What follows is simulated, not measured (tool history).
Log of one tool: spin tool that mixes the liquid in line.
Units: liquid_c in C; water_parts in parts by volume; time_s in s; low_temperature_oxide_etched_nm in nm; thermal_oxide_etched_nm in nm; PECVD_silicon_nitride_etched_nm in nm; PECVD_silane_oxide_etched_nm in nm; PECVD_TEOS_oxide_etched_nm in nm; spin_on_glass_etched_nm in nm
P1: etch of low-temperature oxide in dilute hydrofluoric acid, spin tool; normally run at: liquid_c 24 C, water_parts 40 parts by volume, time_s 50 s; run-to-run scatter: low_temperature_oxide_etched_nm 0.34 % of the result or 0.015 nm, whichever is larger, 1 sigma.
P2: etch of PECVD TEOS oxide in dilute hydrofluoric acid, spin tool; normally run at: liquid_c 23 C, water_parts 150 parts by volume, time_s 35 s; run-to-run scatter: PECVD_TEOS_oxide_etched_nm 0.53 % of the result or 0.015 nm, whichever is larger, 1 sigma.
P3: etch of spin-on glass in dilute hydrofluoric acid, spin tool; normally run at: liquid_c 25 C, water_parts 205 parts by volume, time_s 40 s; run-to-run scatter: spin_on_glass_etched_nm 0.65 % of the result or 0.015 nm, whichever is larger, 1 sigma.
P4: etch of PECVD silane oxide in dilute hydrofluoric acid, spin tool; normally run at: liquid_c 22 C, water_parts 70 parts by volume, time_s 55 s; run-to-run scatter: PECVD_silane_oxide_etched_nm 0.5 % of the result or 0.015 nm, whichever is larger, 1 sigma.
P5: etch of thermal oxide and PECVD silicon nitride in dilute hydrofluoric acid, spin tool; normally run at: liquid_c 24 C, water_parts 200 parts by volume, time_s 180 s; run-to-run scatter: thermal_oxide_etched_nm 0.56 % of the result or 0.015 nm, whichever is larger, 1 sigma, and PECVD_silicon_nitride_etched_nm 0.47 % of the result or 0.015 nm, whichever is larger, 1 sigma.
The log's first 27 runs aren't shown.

run	day	process	liquid_c	water_parts	time_s	low_temperature_oxide_etched_nm	thermal_oxide_etched_nm	PECVD_silicon_nitride_etched_nm	PECVD_silane_oxide_etched_nm	PECVD_TEOS_oxide_etched_nm	spin_on_glass_etched_nm
28	12.692	P1	24	40	50	24.991					
29	13.162	P4	22	70	55				19.965		
30	13.521	P4	22	70	55				20.254		
31	13.804	P1	24	40	50	25.022					
32	14.225	P1	24	40	50	25.696					
33	14.65	P1	24	40	50	26.349					
34	15.142	P1	24	40	50	26.519					
35	15.679	P1	24	40	50	26.68					
36	16.004	P1	24	40	50	26.682					
37	16.362	P1	24	40	50	26.644					
38	16.638	P1	24	40	50	26.815					

Forecast run 39:
39	16.912	P1	24	40	50	?					

{"run 39": {"low_temperature_oxide_etched_nm": 26.824}}
